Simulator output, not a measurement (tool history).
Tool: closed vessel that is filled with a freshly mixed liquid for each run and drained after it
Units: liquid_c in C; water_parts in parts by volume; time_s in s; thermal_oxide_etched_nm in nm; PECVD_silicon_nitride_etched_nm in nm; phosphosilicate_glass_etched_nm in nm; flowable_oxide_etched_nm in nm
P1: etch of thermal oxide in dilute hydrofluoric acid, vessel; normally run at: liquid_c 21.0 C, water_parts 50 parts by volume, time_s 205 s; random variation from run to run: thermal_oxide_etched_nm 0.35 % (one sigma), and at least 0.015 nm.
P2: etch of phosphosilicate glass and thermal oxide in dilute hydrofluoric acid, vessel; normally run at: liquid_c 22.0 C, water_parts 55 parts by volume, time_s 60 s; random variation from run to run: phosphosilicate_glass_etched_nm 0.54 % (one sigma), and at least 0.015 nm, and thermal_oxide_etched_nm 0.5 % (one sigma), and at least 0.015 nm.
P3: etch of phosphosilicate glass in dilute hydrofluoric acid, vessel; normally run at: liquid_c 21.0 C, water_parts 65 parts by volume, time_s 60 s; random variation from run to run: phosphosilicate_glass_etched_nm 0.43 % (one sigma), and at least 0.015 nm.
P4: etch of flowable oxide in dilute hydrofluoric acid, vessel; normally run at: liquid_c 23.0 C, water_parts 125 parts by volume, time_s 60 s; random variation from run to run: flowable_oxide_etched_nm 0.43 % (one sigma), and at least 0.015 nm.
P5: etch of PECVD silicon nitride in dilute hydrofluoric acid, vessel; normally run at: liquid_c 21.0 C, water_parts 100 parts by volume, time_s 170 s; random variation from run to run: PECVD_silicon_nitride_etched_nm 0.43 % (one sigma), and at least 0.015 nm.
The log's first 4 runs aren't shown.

| run | hour | process | liquid_c | water_parts | time_s | thermal_oxide_etched_nm | PECVD_silicon_nitride_etched_nm | phosphosilicate_glass_etched_nm | flowable_oxide_etched_nm |
|---|---|---|---|---|---|---|---|---|---|
| 5 | 58.6 | P3 | 21.0 | 65 | 60 |  |  | 79.980 |  |
|  | 65.8 | thermometer replaced |
| 6 | 66.9 | P2 | 22.0 | 55 | 30 | 2.6341 |  | 104.240 |  |
| 7 | 76.2 | P3 | 21.0 | 65 | 60 |  |  | 79.222 |  |
| 8 | 88.4 | P2 | 22.0 | 55 | 60 | 5.3064 |  | 209.500 |  |
| 9 | 97.5 | P1 | 17.0 | 50 | 205 | 15.4630 |  |  |  |
| 10 | 113.5 | P1 | 21.0 | 50 | 205 | 18.3430 |  |  |  |
| 11 | 126.6 | P4 | 23.0 | 125 | 60 |  |  |  | 15.4170 |
| 12 | 138.5 | P1 | 17.0 | 50 | 30 | 2.2660 |  |  |  |
| 13 | 146.2 | P1 | 21.0 | 50 | 205 | 18.3360 |  |  |  |
| 14 | 158.7 | P3 | 26.0 | 65 | 60 |  |  | 97.398 |  |
| 15 | 173.7 | P1 | 27.5 | 50 | 205 | 23.8410 |  |  |  |
| 16 | 184.6 | P1 | 21.0 | 20 | 205 | 47.8390 |  |  |  |
| 17 | 194.5 | P4 | 23.0 | 35 | 60 |  |  |  | 61.3580 |
| 18 | 208.1 | P3 | 21.0 | 20 | 60 |  |  | 271.870 |  |
| 19 | 217.7 | P5 | 21.0 | 100 | 265 |  | 12.0800 |  |  |
| 20 | 231.6 | P4 | 27.0 | 125 | 60 |  |  |  | 17.9900 |
| 21 | 245.6 | P1 | 21.0 | 50 | 410 | 36.9140 |  |  |  |
| 22 | 258.4 | P5 | 21.0 | 170 | 170 |  | 4.6419 |  |  |
| 23 | 267.8 | P1 | 21.0 | 50 | 205 | 18.2840 |  |  |  |
| 24 | 281.5 | P4 | 23.0 | 125 | 30 |  |  |  | 7.7623 |
| 25 | 295.6 | P4 | 23.0 | 125 | 60 |  |  |  | 15.4350 |
| 26 | 311.3 | P1 | 21.0 | 70 | 205 | 12.8760 |  |  |  |
| 27 | 324.7 | P3 | 21.0 | 65 | 95 |  |  | 125.930 |  |
| 28 | 333.6 | P2 | 22.0 | 85 | 60 | 3.3333 |  | 129.500 |  |
| 29 | 347.2 | P1 | 21.0 | 50 | 205 | 18.2260 |  |  |  |

Forecast run 30:
| 30 | 354.5 | P5 | 21.0 | 100 | 170 |  | ? |  |  |

Run 30 gave PECVD_silicon_nitride_etched_nm 7.7692 nm.
